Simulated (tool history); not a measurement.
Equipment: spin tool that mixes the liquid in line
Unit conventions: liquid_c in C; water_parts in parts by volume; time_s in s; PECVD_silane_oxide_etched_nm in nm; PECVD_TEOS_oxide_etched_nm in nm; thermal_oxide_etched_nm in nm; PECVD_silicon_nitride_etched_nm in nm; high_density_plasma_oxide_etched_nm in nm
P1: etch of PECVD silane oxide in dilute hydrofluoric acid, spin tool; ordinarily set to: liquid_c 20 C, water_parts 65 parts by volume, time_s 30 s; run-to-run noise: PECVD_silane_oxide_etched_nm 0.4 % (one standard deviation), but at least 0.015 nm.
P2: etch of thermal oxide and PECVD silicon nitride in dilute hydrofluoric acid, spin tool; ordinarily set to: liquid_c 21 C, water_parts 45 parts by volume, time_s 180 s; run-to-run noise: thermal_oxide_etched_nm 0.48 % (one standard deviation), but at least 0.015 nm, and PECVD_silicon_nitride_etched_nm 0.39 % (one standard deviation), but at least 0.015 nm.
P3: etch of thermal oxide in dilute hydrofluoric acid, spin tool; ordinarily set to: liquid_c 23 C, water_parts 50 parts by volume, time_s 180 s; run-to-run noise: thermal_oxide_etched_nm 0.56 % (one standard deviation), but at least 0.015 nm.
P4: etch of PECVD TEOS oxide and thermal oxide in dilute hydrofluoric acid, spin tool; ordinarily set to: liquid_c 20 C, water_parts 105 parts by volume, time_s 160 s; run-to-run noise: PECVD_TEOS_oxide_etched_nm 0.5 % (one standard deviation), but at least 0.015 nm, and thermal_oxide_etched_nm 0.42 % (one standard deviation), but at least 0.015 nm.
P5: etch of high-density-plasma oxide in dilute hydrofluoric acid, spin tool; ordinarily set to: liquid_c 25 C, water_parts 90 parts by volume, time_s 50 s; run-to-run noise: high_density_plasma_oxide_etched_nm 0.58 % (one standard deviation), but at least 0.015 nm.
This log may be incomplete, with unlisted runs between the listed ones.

run   hour  process  liquid_c  water_parts  time_s  PECVD_silane_oxide_etched_nm  PECVD_TEOS_oxide_etched_nm  thermal_oxide_etched_nm  PECVD_silicon_nitride_etched_nm  high_density_plasma_oxide_etched_nm
  1   16.4       P1        20           65      30                        20.635
  2   26.3       P4        20          105     305                                                    28.223                   11.759
  3   44.6       P2        21           45     180                                                                              19.28                           18.721
  4   58.5       P2        21           45     310                                                                             33.097                           32.252
  5   72.2       P1        20          105      30                        12.211
  6   83.9       P1        20           65      30                        20.576
  7   98.6       P4        17          105     160                                                     13.01                   5.3957
  8  113.1       P1        20           65      30                        20.689
  9  122.4       P2        26           45     180                                                                             23.705                           26.318
 10  133.4       P1        20           65      45                        30.957
 11  143.4       P1        20           40      30                        34.505
 12  156.6       P5        32           90      50                                                                                                                                                   8.3101
 13  169.7       P3        23           50     180                                                                               17.9
 14  178.7       P3        23           50     275                                                                             27.052
 15  188.8       P1        20           65      30                        20.635
 16  198.3       P2        21           20     180                                                                             44.954                           40.741
 17  208.7       P5        25           90      15                                                                                                                                                   1.9346
 18  218.4       P3        23           85     180                                                                             10.017
 19  227.7       P1        20           65      15                         10.41
 20  246.5       P5        25           90      50                                                                                                                                                   6.4301
 21  261.5       P1      26.5           65      30                        26.997
 22  276.5       P1        17           65      30                        18.131
 23  292.2       P3        17           50     180                                                                             13.748
 24  310.7       P1        20          110      55                        21.217
 25  324.7       P5        25           30      50                                                                                                                                                   20.904
 26  338.9       P1        24           65      15                        12.221
 27  353.1       P4        20           65     160                                                    25.417                   10.381
 28  362.4       P1        20           85      60                        30.956
 29  379.4       P1        20           65      30                        20.615
 30  397.2       P4        20          105     160                                                    14.917                   6.1381
 31  412.3       P1        20           65      30                        20.625
 32  428.8       P1        20           65      30                        21.125
 33  448.3       P1        20           65      30                          21.7
 34  460.5       P1        20           65      30                        21.646
 35    475       P1        20           65      30                        21.869
 36  486.6       P1        20           65      30                        21.691
 37  497.4       P1        20           65      30                        21.907
 38  512.6       P1        20           65      30                        22.184
 39  528.9       P1        20           65      30                        21.968
 40  541.6       P1        20           65      30                        22.157
 41  558.1       P1        20           65      30                         22.13
 42  571.1       P1        20           65      30                        22.258

P1 has crept away from where it was. The log is fitted equally well by each of these 2 causes, at the sizes shown:
A: liquid hotter than its thermometer reads (K) = 1.67
B: hydrofluoric acid flow above the setpoint (%) = 6.69
At approximately hour 412.3, the process output began to creep.

Which of the 4 check runs listed below separates the causes, so that each cause would produce a clearly different result? Each run uses one wafer, and its results are marked with question marks.
check 1  584.1       P4        20          105     160                                                         ?                        ?
check 2  584.1       P3        23           50     180                                                                                  ?
check 3  584.1       P5        25           90      50                                                                                                                                                        ?
check 4  584.1       P2        21           45     180                                                                                  ?                                ?

Check results expected under each cause:
  check                               result    if A    if B
check 1           PECVD_TEOS_oxide_etched_nm  15.953   16.02
check 1              thermal_oxide_etched_nm  6.5652  6.5928
check 2              thermal_oxide_etched_nm  19.126  19.128
check 3  high_density_plasma_oxide_etched_nm  6.8346  6.8784
check 4              thermal_oxide_etched_nm  20.671   20.63
check 4      PECVD_silicon_nitride_etched_nm  21.053   19.99
Smallest distance between any two causes, each pair judged by its most separating result, in per cent: check 1 0.42 %; check 2 0.01 %; check 3 0.64 %; check 4 5.18 %
Only in check 4 would the causes give clearly different results; in the remaining checks their results would be nearly the same.

Check 4 has now been run. It gave: thermal_oxide_etched_nm 20.758 nm; PECVD_silicon_nitride_etched_nm 21.052 nm. Which of the candidate causes is it?

A is the cause: liquid hotter than its thermometer reads (K).
